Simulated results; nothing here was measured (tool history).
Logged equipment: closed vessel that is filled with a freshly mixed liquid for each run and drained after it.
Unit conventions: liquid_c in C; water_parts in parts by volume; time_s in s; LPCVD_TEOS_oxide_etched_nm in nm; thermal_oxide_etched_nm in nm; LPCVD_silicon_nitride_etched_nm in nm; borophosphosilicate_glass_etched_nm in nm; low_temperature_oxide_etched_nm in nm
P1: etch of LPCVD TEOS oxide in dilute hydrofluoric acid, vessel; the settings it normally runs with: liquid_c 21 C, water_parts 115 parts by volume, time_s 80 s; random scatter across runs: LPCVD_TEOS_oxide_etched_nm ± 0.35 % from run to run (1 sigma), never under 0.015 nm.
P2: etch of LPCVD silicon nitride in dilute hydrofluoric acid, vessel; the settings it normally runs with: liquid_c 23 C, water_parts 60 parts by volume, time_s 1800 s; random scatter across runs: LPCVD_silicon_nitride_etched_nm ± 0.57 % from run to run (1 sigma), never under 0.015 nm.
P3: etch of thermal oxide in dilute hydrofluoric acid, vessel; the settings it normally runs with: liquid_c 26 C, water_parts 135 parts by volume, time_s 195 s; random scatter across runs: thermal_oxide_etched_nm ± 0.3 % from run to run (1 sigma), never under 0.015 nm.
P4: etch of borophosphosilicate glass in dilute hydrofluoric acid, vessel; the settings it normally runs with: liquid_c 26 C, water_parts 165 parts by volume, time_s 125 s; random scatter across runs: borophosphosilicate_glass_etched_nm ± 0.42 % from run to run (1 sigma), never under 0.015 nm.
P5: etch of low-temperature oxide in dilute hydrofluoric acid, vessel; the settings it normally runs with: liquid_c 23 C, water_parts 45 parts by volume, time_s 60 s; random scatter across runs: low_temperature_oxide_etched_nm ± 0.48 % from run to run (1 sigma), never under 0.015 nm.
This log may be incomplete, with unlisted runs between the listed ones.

run	day	process	liquid_c	water_parts	time_s	hours since the thermometer was replaced	hours since the hydrofluoric acid flow meter was replaced	LPCVD_TEOS_oxide_etched_nm	thermal_oxide_etched_nm	LPCVD_silicon_nitride_etched_nm	borophosphosilicate_glass_etched_nm	low_temperature_oxide_etched_nm
1	0.35	P1	21	115	80	1234.1	1195.3	18.526				
2	0.825	P3	33	135	195	1245.5	1206.7		9.2072			
3	1.333	P3	26	135	350	1257.7	1218.9		12.883			
4	1.888	P1	21	115	30	1271	1232.2	6.9156				
5	2.308	P2	27	60	1800	1281.1	1242.3			18.841		
6	2.817	P4	26	240	125	1293.3	1254.5				25.324	
7	3.279	P1	21	115	80	1304.4	1265.6	18.447				
8	3.833	P1	21	115	150	1317.7	1278.9	34.782				
9	4.208	P3	26	135	195	1326.7	1287.9		7.1244			
10	4.512	P1	28	180	80	1334	1295.2	14.371				
11	5.042	P5	23	45	60	1346.7	1307.9					30.444
12	5.467	P4	31	165	125	1356.9	1318.1				48.149	
13	6.029	P1	21	20	80	1370.4	1331.6	119.55				
14	6.421	P2	23	35	1800	1379.8	1341			24.239		
15	6.883	P1	21	115	80	1390.9	1352.1	18.588				
16	7.346	P4	26	165	125	1402	1363.2				39.744	
17	7.9	P1	17	115	80	1415.3	1376.5	15.768				
18	8.196	P2	23	60	1800	1422.4	1383.6			14.37		
19	8.588	P3	26	55	195	1431.8	1393		19.5			
20	9.133	P5	23	20	60	1444.9	1406.1					71.304
21	9.412	P1	21	115	80	1451.6	1412.8	18.766				
22	9.842	P5	29.5	45	60	1461.9	1423.1					39.379
23	10.204	P4	26	165	215	1470.6	1431.8				69.59	
24	10.575	P1	17	115	30	1479.5	1440.7	5.9426				

Expected results for the next run?
25	11.029	P5	23	45	30	1490.4	1451.6					?

{"run 25": {"low_temperature_oxide_etched_nm": 15.354}}
